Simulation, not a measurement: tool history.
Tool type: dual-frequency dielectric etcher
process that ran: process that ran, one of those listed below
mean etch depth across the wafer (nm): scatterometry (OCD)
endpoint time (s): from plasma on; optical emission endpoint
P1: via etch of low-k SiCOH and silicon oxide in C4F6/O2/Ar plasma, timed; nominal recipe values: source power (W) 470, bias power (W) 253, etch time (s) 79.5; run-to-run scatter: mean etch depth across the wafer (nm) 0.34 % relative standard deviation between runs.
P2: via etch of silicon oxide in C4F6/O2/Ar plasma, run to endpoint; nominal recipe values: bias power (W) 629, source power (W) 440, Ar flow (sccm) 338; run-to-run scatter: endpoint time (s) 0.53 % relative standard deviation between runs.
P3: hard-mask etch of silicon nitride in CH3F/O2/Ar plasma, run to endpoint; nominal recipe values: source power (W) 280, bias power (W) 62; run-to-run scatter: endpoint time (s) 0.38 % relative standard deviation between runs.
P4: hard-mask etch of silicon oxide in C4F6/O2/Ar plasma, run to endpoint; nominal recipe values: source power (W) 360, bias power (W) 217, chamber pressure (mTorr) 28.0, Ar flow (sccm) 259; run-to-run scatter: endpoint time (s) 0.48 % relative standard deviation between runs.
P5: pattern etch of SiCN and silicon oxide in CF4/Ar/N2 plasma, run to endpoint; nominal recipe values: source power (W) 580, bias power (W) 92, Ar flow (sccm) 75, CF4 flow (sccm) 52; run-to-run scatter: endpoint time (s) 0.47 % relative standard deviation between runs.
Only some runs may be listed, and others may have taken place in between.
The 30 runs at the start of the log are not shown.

| run | hour | process that ran | source power (W) | bias power (W) | etch time (s) | Ar flow (sccm) | CF4 flow (sccm) | chamber pressure (mTorr) | mean etch depth across the wafer (nm) | endpoint time (s) |
|---|---|---|---|---|---|---|---|---|---|---|
| 31 | 316.3 | P2 | 440 | 629 |  | 338 |  |  |  | 31.179 |
| 32 | 324.2 | P5 | 420 | 92 |  | 75 | 52 |  |  | 17.491 |
| 33 | 331.9 | P1 | 470 | 306 | 112.0 |  |  |  | 392.06 |  |
| 34 | 342.9 | P1 | 470 | 343 | 79.5 |  |  |  | 291.48 |  |
| 35 | 356.0 | P5 | 580 | 92 |  | 75 | 37 |  |  | 13.869 |
| 36 | 364.2 | P1 | 470 | 253 | 79.5 |  |  |  | 262.18 |  |
| 37 | 371.9 | P1 | 470 | 253 | 79.5 |  |  |  | 258.65 |  |
| 38 | 384.6 | P1 | 470 | 253 | 79.5 |  |  |  | 259.56 |  |
| 39 | 395.2 | P1 | 470 | 253 | 79.5 |  |  |  | 257.20 |  |
| 40 | 404.7 | P1 | 470 | 253 | 79.5 |  |  |  | 258.80 |  |
|  | 410.4 | wet clean of the chamber |
| 41 | 420.2 | P1 | 470 | 253 | 79.5 |  |  |  | 255.44 |  |
| 42 | 427.0 | P1 | 470 | 253 | 79.5 |  |  |  | 257.39 |  |

What will run 43 give?
| 43 | 439.9 | P1 | 470 | 253 | 79.5 |  |  |  | ? |  |

{"run 43": {"mean etch depth across the wafer (nm)": 257.03}}
